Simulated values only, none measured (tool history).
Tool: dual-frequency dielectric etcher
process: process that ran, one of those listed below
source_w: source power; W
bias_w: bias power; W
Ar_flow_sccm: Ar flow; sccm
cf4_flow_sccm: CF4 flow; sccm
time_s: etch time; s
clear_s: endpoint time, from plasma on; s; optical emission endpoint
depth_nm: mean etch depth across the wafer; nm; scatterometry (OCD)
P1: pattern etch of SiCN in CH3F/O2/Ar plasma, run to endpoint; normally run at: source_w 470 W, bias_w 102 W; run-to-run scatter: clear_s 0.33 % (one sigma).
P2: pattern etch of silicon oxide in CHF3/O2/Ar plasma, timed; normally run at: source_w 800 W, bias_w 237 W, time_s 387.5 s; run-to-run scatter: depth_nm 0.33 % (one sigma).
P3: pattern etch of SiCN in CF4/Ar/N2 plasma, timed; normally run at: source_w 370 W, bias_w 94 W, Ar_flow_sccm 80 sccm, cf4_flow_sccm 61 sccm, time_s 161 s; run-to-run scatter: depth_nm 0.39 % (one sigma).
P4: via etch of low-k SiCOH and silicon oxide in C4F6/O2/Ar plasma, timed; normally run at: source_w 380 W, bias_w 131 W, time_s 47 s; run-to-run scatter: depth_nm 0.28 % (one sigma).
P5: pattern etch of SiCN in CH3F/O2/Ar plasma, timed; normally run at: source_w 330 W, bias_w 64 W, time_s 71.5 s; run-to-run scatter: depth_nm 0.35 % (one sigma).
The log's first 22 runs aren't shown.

run 23 day=8.375 | process=P1 source_w=280 bias_w=102 | clear_s=28.112
run 24 day=8.733 | process=P1 source_w=470 bias_w=125 | clear_s=21.582
run 25 day=9.096 | process=P3 source_w=370 bias_w=94 Ar_flow_sccm=80 cf4_flow_sccm=45 time_s=161 | depth_nm=125.37
run 26 day=9.329 | process=P3 source_w=270 bias_w=94 Ar_flow_sccm=80 cf4_flow_sccm=61 time_s=161 | depth_nm=99.809
run 27 day=9.55 | process=P2 source_w=800 bias_w=174 time_s=387.5 | depth_nm=868.9
run 28 day=9.875 | process=P4 source_w=380 bias_w=88 time_s=47 | depth_nm=98.059
run 29 day=10.242 | process=P4 source_w=380 bias_w=131 time_s=47 | depth_nm=109.63
run 30 day=10.617 | process=P2 source_w=800 bias_w=237 time_s=387.5 | depth_nm=958.49
run 31 day=11.033 | process=P1 source_w=470 bias_w=102 | clear_s=23.319

Run 32 comes next. What will it give?
run 32 day=11.5 | process=P1 source_w=470 bias_w=102 | clear_s=?

clear_s: 23.511 s
